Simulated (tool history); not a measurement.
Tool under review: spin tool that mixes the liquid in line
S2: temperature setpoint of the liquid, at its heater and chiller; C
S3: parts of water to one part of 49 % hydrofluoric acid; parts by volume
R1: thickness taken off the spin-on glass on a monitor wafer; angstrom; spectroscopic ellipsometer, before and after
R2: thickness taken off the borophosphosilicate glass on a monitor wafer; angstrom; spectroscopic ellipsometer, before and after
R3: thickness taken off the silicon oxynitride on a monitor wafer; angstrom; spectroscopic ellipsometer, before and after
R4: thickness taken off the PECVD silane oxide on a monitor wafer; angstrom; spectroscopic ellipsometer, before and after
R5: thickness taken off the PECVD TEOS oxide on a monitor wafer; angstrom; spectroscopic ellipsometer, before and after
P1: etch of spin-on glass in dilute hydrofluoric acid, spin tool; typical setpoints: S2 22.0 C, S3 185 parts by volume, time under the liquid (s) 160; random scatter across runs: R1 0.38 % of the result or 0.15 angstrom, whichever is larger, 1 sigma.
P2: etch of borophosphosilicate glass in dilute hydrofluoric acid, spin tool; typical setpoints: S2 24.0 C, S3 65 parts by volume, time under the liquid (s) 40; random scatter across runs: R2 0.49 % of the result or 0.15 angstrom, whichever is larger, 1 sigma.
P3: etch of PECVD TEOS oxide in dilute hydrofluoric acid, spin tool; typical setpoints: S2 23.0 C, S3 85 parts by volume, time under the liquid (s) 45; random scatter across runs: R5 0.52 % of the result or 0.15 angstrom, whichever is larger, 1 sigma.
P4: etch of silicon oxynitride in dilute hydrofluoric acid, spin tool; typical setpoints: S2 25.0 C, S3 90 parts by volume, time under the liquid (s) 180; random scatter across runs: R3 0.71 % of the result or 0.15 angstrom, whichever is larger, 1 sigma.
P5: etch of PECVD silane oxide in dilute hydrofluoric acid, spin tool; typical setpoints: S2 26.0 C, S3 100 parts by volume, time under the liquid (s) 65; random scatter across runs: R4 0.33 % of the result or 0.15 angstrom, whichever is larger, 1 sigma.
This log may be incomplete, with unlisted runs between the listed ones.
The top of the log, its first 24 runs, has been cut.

Run 25, hour 141.6: process that ran P5, S2 18.0 C, S3 100 parts by volume, time under the liquid (s) 65. Result: R4 85.858 angstrom.
Run 26, hour 149.0: process that ran P4, S2 25.0 C, S3 90 parts by volume, time under the liquid (s) 180. Result: R3 30.999 angstrom.
Run 27, hour 153.9: process that ran P1, S2 22.0 C, S3 270 parts by volume, time under the liquid (s) 50. Result: R1 89.234 angstrom.
Run 28, hour 159.6: process that ran P4, S2 20.0 C, S3 90 parts by volume, time under the liquid (s) 180. Result: R3 24.756 angstrom.
Run 29, hour 164.7: process that ran P3, S2 31.0 C, S3 85 parts by volume, time under the liquid (s) 45. Result: R5 62.408 angstrom.
Run 30, hour 170.3: process that ran P3, S2 23.0 C, S3 85 parts by volume, time under the liquid (s) 45. Result: R5 45.138 angstrom.
Run 31, hour 175.6: process that ran P1, S2 22.0 C, S3 115 parts by volume, time under the liquid (s) 160. Result: R1 792.130 angstrom.
Run 32, hour 181.0: process that ran P1, S2 30.5 C, S3 185 parts by volume, time under the liquid (s) 160. Result: R1 616.520 angstrom.
Run 33, hour 184.6: process that ran P1, S2 22.0 C, S3 255 parts by volume, time under the liquid (s) 160. Result: R1 306.690 angstrom.
Run 34, hour 192.0: process that ran P1, S2 22.0 C, S3 185 parts by volume, time under the liquid (s) 160. Result: R1 453.110 angstrom.
Run 35, hour 198.8: process that ran P1, S2 22.0 C, S3 185 parts by volume, time under the liquid (s) 160. Result: R1 447.140 angstrom.
Run 36, hour 203.0: process that ran P1, S2 22.0 C, S3 185 parts by volume, time under the liquid (s) 160. Result: R1 443.590 angstrom.
Run 37, hour 209.6: process that ran P1, S2 22.0 C, S3 185 parts by volume, time under the liquid (s) 160. Result: R1 437.160 angstrom.
Run 38, hour 216.2: process that ran P1, S2 22.0 C, S3 185 parts by volume, time under the liquid (s) 160. Result: R1 433.440 angstrom.
Run 39, hour 219.9: process that ran P1, S2 22.0 C, S3 185 parts by volume, time under the liquid (s) 160. Result: R1 429.110 angstrom.
Run 40, hour 225.9: process that ran P1, S2 22.0 C, S3 185 parts by volume, time under the liquid (s) 160. Result: R1 430.100 angstrom.

Forecast run 41:
Run 41, hour 232.7: process that ran P1, S2 22.0 C, S3 185 parts by volume, time under the liquid (s) 160. Result: R1 ?.

R1: 428.740 angstrom
